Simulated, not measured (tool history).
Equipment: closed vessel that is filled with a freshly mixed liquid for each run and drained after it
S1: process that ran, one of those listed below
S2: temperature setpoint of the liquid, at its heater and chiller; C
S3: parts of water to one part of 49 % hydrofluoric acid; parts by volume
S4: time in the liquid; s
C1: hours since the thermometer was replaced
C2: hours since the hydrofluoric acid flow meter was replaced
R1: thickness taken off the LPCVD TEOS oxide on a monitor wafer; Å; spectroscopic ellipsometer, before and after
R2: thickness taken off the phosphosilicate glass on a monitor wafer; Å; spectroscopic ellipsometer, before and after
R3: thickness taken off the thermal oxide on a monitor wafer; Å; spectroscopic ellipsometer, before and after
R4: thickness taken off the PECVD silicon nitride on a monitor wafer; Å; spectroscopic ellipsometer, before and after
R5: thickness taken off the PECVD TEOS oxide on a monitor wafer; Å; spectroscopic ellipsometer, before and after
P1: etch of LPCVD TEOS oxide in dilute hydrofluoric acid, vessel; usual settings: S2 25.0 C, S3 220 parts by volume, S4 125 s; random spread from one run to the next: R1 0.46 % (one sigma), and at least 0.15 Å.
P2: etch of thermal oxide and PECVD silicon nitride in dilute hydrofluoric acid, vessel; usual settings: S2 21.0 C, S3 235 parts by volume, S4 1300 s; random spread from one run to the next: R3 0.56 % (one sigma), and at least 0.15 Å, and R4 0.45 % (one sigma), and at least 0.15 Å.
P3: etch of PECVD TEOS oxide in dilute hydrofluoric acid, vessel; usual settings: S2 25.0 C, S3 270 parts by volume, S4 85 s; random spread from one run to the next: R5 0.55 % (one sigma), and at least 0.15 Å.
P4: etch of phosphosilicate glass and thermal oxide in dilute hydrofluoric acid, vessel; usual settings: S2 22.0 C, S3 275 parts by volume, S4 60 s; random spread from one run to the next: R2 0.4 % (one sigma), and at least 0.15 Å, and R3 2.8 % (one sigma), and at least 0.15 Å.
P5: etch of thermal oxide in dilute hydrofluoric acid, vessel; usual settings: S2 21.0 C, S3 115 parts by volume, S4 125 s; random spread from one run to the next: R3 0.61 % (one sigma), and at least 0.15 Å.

run   hour  S1    S2   S3    S4     C1      C2       R1      R2        R3       R4       R5
  1   15.7  P1  25.0  220   125  847.4   940.2   249.64
  2   27.0  P4  22.0  380    60  858.7   951.5           126.92    4.7378
  3   43.6  P2  21.0  235   115  875.3   968.1                    17.8870   20.176
  4   54.2  P5  21.0  115   210  885.9   978.7                    76.8100
  5   68.2  P1  25.0   60   190  899.9   992.7  1661.30
  6   80.5  P3  25.0  270    85  912.2  1005.0                                       61.120
  7   95.1  P1  25.0  220   125  926.8  1019.6   247.81
     100.9  -- thermometer replaced
  8  111.1  P3  25.0   45    85   10.2  1035.6                                      477.270
  9  127.7  P1  25.0  100   125   26.8  1052.2   626.08
 10  144.4  P1  19.0  220   125   43.5  1068.9   198.69
 11  155.3  P5  21.0  115   125   54.4  1079.8                    45.6940
 12  172.5  P5  21.0  115   125   71.6  1097.0                    45.6250
 13  184.7  P1  25.0  220   125   83.8  1109.2   250.08
 14  194.9  P2  17.0  235  1300   94.0  1119.4                   173.7500  175.940
 15  204.3  P5  21.0   40   125  103.4  1128.8                   143.8500
     217.0  -- hydrofluoric acid flow meter replaced
 16  219.6  P1  25.0  330   125  118.7     2.6   147.56
 17  230.7  P3  25.0  270   140  129.8    13.7                                      100.370
 18  246.0  P4  18.5  275    60  145.1    29.0           169.22    6.9016
 19  257.3  P1  25.0  220   190  156.4    40.3   378.79
 20  265.8  P3  25.0  270    85  164.9    48.8                                       61.258
 21  274.4  P2  21.0  235  1300  173.5    57.4                   201.0300  226.290
 22  289.5  P1  25.0  220   125  188.6    72.5   247.18
 23  305.2  P5  25.5  115   125  204.3    88.2                    55.0280
 24  316.6  P1  25.0   80   210  215.7    99.6  1353.10
 25  325.9  P4  22.0  275    60  225.0   108.9           192.42    7.9353

Run 26 is up next; what results do you expect?
 26  336.6  P4  22.0  275  60  235.7  119.6       ?   ?

R2: 193.23 Å
R3: 7.4334 Å
